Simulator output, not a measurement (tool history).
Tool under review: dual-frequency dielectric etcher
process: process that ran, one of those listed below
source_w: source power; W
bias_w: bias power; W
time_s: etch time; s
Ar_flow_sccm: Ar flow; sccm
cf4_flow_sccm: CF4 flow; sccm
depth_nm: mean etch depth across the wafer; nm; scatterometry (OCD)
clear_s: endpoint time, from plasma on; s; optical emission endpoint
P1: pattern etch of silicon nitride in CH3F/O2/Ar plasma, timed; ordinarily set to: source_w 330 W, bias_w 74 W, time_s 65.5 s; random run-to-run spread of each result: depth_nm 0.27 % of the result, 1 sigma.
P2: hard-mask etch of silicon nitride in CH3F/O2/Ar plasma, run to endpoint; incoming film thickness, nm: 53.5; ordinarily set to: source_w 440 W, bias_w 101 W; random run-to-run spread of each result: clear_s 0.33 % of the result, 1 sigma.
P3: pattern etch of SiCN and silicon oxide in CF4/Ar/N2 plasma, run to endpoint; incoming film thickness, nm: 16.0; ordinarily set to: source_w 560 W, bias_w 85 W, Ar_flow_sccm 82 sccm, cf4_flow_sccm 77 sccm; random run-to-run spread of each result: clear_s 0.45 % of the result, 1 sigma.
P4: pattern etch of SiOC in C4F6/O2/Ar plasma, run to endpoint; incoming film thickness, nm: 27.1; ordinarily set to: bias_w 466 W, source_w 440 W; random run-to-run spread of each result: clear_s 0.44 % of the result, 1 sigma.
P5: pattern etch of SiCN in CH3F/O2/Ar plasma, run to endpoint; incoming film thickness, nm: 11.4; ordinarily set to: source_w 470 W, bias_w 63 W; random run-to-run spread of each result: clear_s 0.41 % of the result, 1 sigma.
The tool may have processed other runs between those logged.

run,hour,process,source_w,bias_w,time_s,Ar_flow_sccm,cf4_flow_sccm,depth_nm,clear_s
1,7.6,P1,330,74,65.5,,,44.685,
2,21.8,P2,440,101,,,,,66.988
3,34,P3,560,85,,82,96,,13.917
4,44.6,P1,330,52,65.5,,,39.492,
5,55.6,P1,330,74,44.5,,,30.316,
6,68,P1,270,88,65.5,,,44.001,
7,80.6,P5,470,63,,,,,30.725
8,88.2,P3,560,103,,82,77,,13.498
9,95.3,P1,400,74,65.5,,,48.094,
10,103.8,P5,470,63,,,,,30.681
11,117.3,P3,560,85,,82,77,,14.369
12,130.2,P3,680,85,,82,77,,12.058
13,139.8,P5,470,77,,,,,28.76
14,152.5,P1,330,74,90.5,,,61.983,
15,167.1,P4,560,466,,,,,8.0727
16,179.8,P2,280,101,,,,,78.615
17,192.6,P4,440,651,,,,,7.8401
18,204,P4,440,466,,,,,8.8788
19,218,P1,330,74,65.5,,,44.726,
20,231.9,P2,440,134,,,,,59.899
21,240,P1,240,74,65.5,,,39.666,
22,249.6,P5,640,63,,,,,27.29
# hour 250.7: bias power generator calibrated
23,263.2,P1,330,74,65.5,,,44.662,
24,269.8,P1,330,95,65.5,,,48.917,
25,277.3,P3,560,85,,52,77,,13.664
26,288.4,P4,440,466,,,,,8.9086
27,299,P1,330,74,65.5,,,44.634,
28,305.3,P1,330,74,65.5,,,44.608,
29,315.1,P1,330,74,65.5,,,44.753,
30,327.3,P1,330,74,65.5,,,44.978,
31,336.3,P1,330,74,65.5,,,45.126,
# hour 340.1: wet clean of the chamber
32,342.7,P1,330,74,65.5,,,44.944,
33,352.7,P1,330,74,65.5,,,44.982,
34,366.4,P1,330,74,65.5,,,45.359,
35,376,P1,330,74,65.5,,,45.176,

P1 no longer gives what it gave before; its output has crept away from where it was. The following 2 causes, each at its listed size, fit the log equally well:
A: bias power that arrives over what is set, % = 4.05
B: source power that arrives over what is set, % = 3.77
The creep began at about hour 305.3.
Why every other cause is out:
chamber walls in a state that raises the etch rate, %: serviced at hour 340.1, after the change had begun; the process did not return to its earlier output

Below are 4 check runs, each averaged over 3 wafers, with their results shown as question marks. Which of them would give clearly different results depending on which cause is behind the drift?
check 1,385.6,P4,520,640,,,,,?
check 2,385.6,P3,560,85,,82,96,,?
check 3,385.6,P2,360,101,,,,,?
check 4,385.6,P5,640,72,,,,,?

How each check would come out, cause by cause:
check,result,if A,if B
check 1,clear_s,7.3099,7.3218
check 2,clear_s,13.849,13.574
check 3,clear_s,70.898,70.969
check 4,clear_s,25.701,25.688
Smallest distance between any two causes, each pair judged by its most separating result, in per cent: check 1 0.16 %; check 2 2.01 %; check 3 0.1 %; check 4 0.05 %
Only in check 2 would the causes give clearly different results; in the remaining checks their results would be nearly the same.

With check 2 done, the readings were: clear_s 13.559 s. Identify which of the listed causes applies.

Of the candidate causes, it is B: source power that arrives over what is set, %.
